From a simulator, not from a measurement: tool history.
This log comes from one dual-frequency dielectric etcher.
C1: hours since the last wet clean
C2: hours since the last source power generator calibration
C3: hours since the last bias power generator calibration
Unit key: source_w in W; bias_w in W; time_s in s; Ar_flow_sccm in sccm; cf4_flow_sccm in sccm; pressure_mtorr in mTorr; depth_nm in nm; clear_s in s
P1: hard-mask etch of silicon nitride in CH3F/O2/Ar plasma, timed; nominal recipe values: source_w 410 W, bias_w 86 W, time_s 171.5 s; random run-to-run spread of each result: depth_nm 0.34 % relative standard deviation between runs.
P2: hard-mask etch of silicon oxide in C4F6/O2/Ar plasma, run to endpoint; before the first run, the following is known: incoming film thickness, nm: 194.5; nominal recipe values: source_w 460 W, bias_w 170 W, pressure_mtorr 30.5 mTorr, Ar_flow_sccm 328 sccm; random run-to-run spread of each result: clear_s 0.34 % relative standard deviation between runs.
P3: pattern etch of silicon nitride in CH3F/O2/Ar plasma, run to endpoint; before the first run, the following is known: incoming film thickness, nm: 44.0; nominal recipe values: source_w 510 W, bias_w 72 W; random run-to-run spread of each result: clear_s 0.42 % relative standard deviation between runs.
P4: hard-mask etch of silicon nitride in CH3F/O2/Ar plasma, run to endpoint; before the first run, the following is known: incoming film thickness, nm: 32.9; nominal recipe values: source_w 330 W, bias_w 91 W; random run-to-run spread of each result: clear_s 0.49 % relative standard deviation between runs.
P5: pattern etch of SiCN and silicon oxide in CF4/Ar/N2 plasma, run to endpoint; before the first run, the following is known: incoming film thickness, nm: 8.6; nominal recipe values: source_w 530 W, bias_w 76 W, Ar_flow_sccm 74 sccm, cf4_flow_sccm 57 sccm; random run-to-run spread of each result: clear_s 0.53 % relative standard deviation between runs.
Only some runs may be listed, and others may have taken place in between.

Run 1, hour 5.9: process P1, source_w 410 W, bias_w 86 W, time_s 171.5 s; C1 102.4; C2 719; C3 491.8. Result: depth_nm 125.83 nm.
Run 2, hour 11.6: process P4, source_w 330 W, bias_w 64 W; C1 108.1; C2 724.7; C3 497.5. Result: clear_s 53.671 s.
Run 3, hour 16.4: process P1, source_w 410 W, bias_w 115 W, time_s 171.5 s; C1 112.9; C2 729.5; C3 502.3. Result: depth_nm 139.02 nm.
Run 4, hour 19.1: process P1, source_w 410 W, bias_w 86 W, time_s 171.5 s; C1 115.6; C2 732.2; C3 505. Result: depth_nm 125.21 nm.
Run 5, hour 21.9: process P5, source_w 530 W, bias_w 76 W, Ar_flow_sccm 91 sccm, cf4_flow_sccm 57 sccm; C1 118.4; C2 735; C3 507.8. Result: clear_s 8.568 s.
Run 6, hour 27: process P2, source_w 460 W, bias_w 170 W, Ar_flow_sccm 192 sccm, pressure_mtorr 30.5 mTorr; C1 123.5; C2 740.1; C3 512.9. Result: clear_s 57.133 s.
Run 7, hour 32.9: process P1, source_w 410 W, bias_w 86 W, time_s 171.5 s; C1 129.4; C2 746; C3 518.8. Result: depth_nm 125.22 nm.
Run 8, hour 38.6: process P5, source_w 530 W, bias_w 76 W, Ar_flow_sccm 74 sccm, cf4_flow_sccm 72 sccm; C1 135.1; C2 751.7; C3 524.5. Result: clear_s 8.0013 s.
Run 9, hour 43.8: process P2, source_w 460 W, bias_w 170 W, Ar_flow_sccm 328 sccm, pressure_mtorr 36 mTorr; C1 140.3; C2 756.9; C3 529.7. Result: clear_s 61.512 s.
Run 10, hour 47.5: process P2, source_w 460 W, bias_w 125 W, Ar_flow_sccm 328 sccm, pressure_mtorr 30.5 mTorr; C1 144; C2 760.6; C3 533.4. Result: clear_s 66.38 s.
Run 11, hour 51.6: process P1, source_w 410 W, bias_w 86 W, time_s 171.5 s; C1 148.1; C2 764.7; C3 537.5. Result: depth_nm 125.08 nm.
Run 12, hour 55.2: process P1, source_w 410 W, bias_w 86 W, time_s 171.5 s; C1 151.7; C2 768.3; C3 541.1. Result: depth_nm 124.56 nm.
Run 13, hour 58.5: process P5, source_w 530 W, bias_w 76 W, Ar_flow_sccm 74 sccm, cf4_flow_sccm 57 sccm; C1 155; C2 771.6; C3 544.4. Result: clear_s 8.2959 s.
Run 14, hour 63: process P1, source_w 410 W, bias_w 86 W, time_s 224 s; C1 159.5; C2 776.1; C3 548.9. Result: depth_nm 163.86 nm.
Run 15, hour 66: process P2, source_w 660 W, bias_w 170 W, Ar_flow_sccm 328 sccm, pressure_mtorr 30.5 mTorr; C1 162.5; C2 779.1; C3 551.9. Result: clear_s 52.655 s.
Run 16, hour 70.1: process P1, source_w 490 W, bias_w 86 W, time_s 231.5 s; C1 166.6; C2 783.2; C3 556. Result: depth_nm 181.37 nm.
Run 17, hour 75.2: process P1, source_w 410 W, bias_w 53 W, time_s 171.5 s; C1 171.7; C2 788.3; C3 561.1. Result: depth_nm 105.91 nm.
Run 18, hour 80.8: process P5, source_w 530 W, bias_w 104 W, Ar_flow_sccm 74 sccm, cf4_flow_sccm 57 sccm; C1 177.3; C2 793.9; C3 566.7. Result: clear_s 7.4426 s.
Run 19, hour 85.1: process P1, source_w 410 W, bias_w 86 W, time_s 131 s; C1 181.6; C2 798.2; C3 571. Result: depth_nm 95.773 nm.
Run 20, hour 90.5: process P3, source_w 510 W, bias_w 72 W; C1 187; C2 803.6; C3 576.4. Result: clear_s 59.381 s.
Run 21, hour 95.7: process P1, source_w 280 W, bias_w 86 W, time_s 171.5 s; C1 192.2; C2 808.8; C3 581.6. Result: depth_nm 108.64 nm.
Run 22, hour 99.7: process P5, source_w 360 W, bias_w 76 W, Ar_flow_sccm 74 sccm, cf4_flow_sccm 57 sccm; C1 196.2; C2 812.8; C3 585.6. Result: clear_s 11.673 s.
Run 23, hour 104.2: process P3, source_w 700 W, bias_w 72 W; C1 200.7; C2 817.3; C3 590.1. Result: clear_s 52.058 s.
At hour 107.8: bias power generator calibrated.
Run 24, hour 108.7: process P4, source_w 330 W, bias_w 91 W; C1 205.2; C2 821.8; C3 0.9. Result: clear_s 48.231 s.
Run 25, hour 112.5: process P4, source_w 330 W, bias_w 91 W; C1 209; C2 825.6; C3 4.7. Result: clear_s 47.549 s.
Run 26, hour 117.7: process P5, source_w 530 W, bias_w 76 W, Ar_flow_sccm 74 sccm, cf4_flow_sccm 57 sccm; C1 214.2; C2 830.8; C3 9.9. Result: clear_s 8.2075 s.
Run 27, hour 120.6: process P3, source_w 510 W, bias_w 72 W; C1 217.1; C2 833.7; C3 12.8. Result: clear_s 59.416 s.
Run 28, hour 124.4: process P3, source_w 510 W, bias_w 54 W; C1 220.9; C2 837.5; C3 16.6. Result: clear_s 65.222 s.
Run 29, hour 127: process P1, source_w 510 W, bias_w 86 W, time_s 171.5 s; C1 223.5; C2 840.1; C3 19.2. Result: depth_nm 136.72 nm.
Run 30, hour 130.1: process P4, source_w 400 W, bias_w 91 W; C1 226.6; C2 843.2; C3 22.3. Result: clear_s 44.415 s.
Run 31, hour 132.8: process P2, source_w 460 W, bias_w 170 W, Ar_flow_sccm 328 sccm, pressure_mtorr 30.5 mTorr; C1 229.3; C2 845.9; C3 25. Result: clear_s 60.701 s.
Run 32, hour 138.8: process P2, source_w 460 W, bias_w 170 W, Ar_flow_sccm 328 sccm, pressure_mtorr 30.5 mTorr; C1 235.3; C2 851.9; C3 31. Result: clear_s 60.211 s.
Run 33, hour 142.7: process P1, source_w 410 W, bias_w 86 W, time_s 171.5 s; C1 239.2; C2 855.8; C3 34.9. Result: depth_nm 125.89 nm.
Run 34, hour 148.4: process P1, source_w 410 W, bias_w 86 W, time_s 171.5 s; C1 244.9; C2 861.5; C3 40.6. Result: depth_nm 124.37 nm.
Run 35, hour 152.2: process P1, source_w 410 W, bias_w 86 W, time_s 171.5 s; C1 248.7; C2 865.3; C3 44.4. Result: depth_nm 123.65 nm.
Run 36, hour 157.1: process P1, source_w 410 W, bias_w 86 W, time_s 171.5 s; C1 253.6; C2 870.2; C3 49.3. Result: depth_nm 123.47 nm.
Run 37, hour 159.9: process P1, source_w 410 W, bias_w 86 W, time_s 171.5 s; C1 256.4; C2 873; C3 52.1. Result: depth_nm 123.15 nm.
Run 38, hour 165: process P1, source_w 410 W, bias_w 86 W, time_s 171.5 s; C1 261.5; C2 878.1; C3 57.2. Result: depth_nm 123.14 nm.
At hour 168.9: wet clean of the chamber.
Run 39, hour 170.6: process P1, source_w 410 W, bias_w 86 W, time_s 171.5 s; C1 1.8; C2 883.7; C3 62.8. Result: depth_nm 123.02 nm.
Run 40, hour 176.2: process P1, source_w 410 W, bias_w 86 W, time_s 171.5 s; C1 7.4; C2 889.3; C3 68.4. Result: depth_nm 123.94 nm.
Run 41, hour 182.2: process P1, source_w 410 W, bias_w 86 W, time_s 171.5 s; C1 13.4; C2 895.3; C3 74.4. Result: depth_nm 122.78 nm.
Run 42, hour 185.9: process P1, source_w 410 W, bias_w 86 W, time_s 171.5 s; C1 17.1; C2 899; C3 78.1. Result: depth_nm 123.5 nm.

What P1 gives has crept off from where it sat before. The 2 causes that follow fit the log equally well, each at the size noted:
A: source power that arrives under what is set, % = 4.42
B: bias power that arrives under what is set, % = 4.67
Onset of the creep was near hour 142.7.
All other causes, with the reason each is excluded:
chamber walls in a state that lowers the etch rate, %: its service at hour 168.9 followed the start of the drift and did not put the process back to its old value

Consider the 4 check runs below, whose results appear as question marks and each of which averages 3 wafers. Which one distinguishes the causes, in that each cause would give it a clearly different result?
Run check 1, hour 189.6: process P5, source_w 530 W, bias_w 76 W, Ar_flow_sccm 74 sccm, cf4_flow_sccm 57 sccm. Result: clear_s ?.
Run check 2, hour 189.6: process P3, source_w 510 W, bias_w 72 W. Result: clear_s ?.
Run check 3, hour 189.6: process P2, source_w 460 W, bias_w 170 W, Ar_flow_sccm 328 sccm, pressure_mtorr 30.5 mTorr. Result: clear_s ?.
Run check 4, hour 189.6: process P4, source_w 330 W, bias_w 91 W. Result: clear_s ?.

What every check run would give for each of its results, assuming each possible cause in turn:
  check   result    if A    if B
check 1  clear_s  8.5951  8.3901
check 2  clear_s  60.151  60.076
check 3  clear_s  61.522  61.335
check 4  clear_s  48.499  48.525
Per-check spread between the two closest causes, in the result where they differ most: check 1 2.41 %; check 2 0.13 %; check 3 0.3 %; check 4 0.05 %
Of the check runs offered, only check 1 discriminates between the causes; the rest would read about the same regardless of which cause applies.

With check 1 done, the readings were: clear_s 8.3761 s. Identify which of the listed causes applies.

The correct cause is B, namely: bias power that arrives under what is set, %.
